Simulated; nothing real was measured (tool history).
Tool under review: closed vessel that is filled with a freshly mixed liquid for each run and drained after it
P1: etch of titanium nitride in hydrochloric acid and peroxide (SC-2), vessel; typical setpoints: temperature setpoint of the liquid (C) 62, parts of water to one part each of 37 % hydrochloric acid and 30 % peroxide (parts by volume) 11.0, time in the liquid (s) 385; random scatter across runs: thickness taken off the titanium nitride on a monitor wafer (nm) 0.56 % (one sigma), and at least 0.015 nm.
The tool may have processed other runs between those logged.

run    day  temperature setpoint of the liquid (C)  parts of water to one part each of 37 % hydrochloric acid and 30 % peroxide (parts by volume)  time in the liquid (s)  thickness taken off the titanium nitride on a monitor wafer (nm)
  1  0.412                                      62                                                                                           11.0                     385                                                           15.1100
  2  0.771                                      72                                                                                           11.0                     385                                                           27.6640
  3  1.058                                      62                                                                                           11.0                     385                                                           15.0360
  4  1.488                                      62                                                                                            4.0                     385                                                           32.4910
  5  1.688                                      62                                                                                           11.0                     685                                                           26.6810
  6  2.083                                      46                                                                                           11.0                     385                                                            5.3484
  7  2.488                                      62                                                                                           11.0                     385                                                           14.9850
  8  2.775                                      62                                                                                           11.0                     385                                                           14.9670
  9  3.058                                      62                                                                                            6.0                     570                                                           36.4010
 10  3.471                                      62                                                                                           11.0                     385                                                           14.9230
 11  3.696                                      62                                                                                           18.0                     580                                                           14.7670
 12  3.992                                      62                                                                                           19.5                     385                                                            9.0383
 13  4.379                                      62                                                                                           11.0                     385                                                           15.1370
 14  4.571                                      62                                                                                           11.0                      90                                                            3.5524
 15  4.883                                      62                                                                                           17.5                     695                                                           18.2330
 16  5.283                                      62                                                                                           11.0                     385                                                           15.1020
 17  5.521                                      62                                                                                           11.0                     385                                                           15.3380
 18  5.738                                      62                                                                                           11.0                     385                                                           15.5920
 19  6.075                                      62                                                                                           11.0                     385                                                           15.9220
 20  6.271                                      62                                                                                           11.0                     385                                                           16.0020
 21  6.608                                      62                                                                                           11.0                     385                                                           16.0870
 22  6.808                                      62                                                                                           11.0                     385                                                           16.0740
 23  7.117                                      62                                                                                           11.0                     385                                                           16.0760
 24  7.350                                      62                                                                                           11.0                     385                                                           16.1680
 25  7.646                                      62                                                                                           11.0                     385                                                           16.2060

Expected results for the next run?
 26  7.842                                      62                                                                                           11.0                     385                                                                 ?

Run 26 measured thickness taken off the titanium nitride on a monitor wafer (nm) 16.3750.
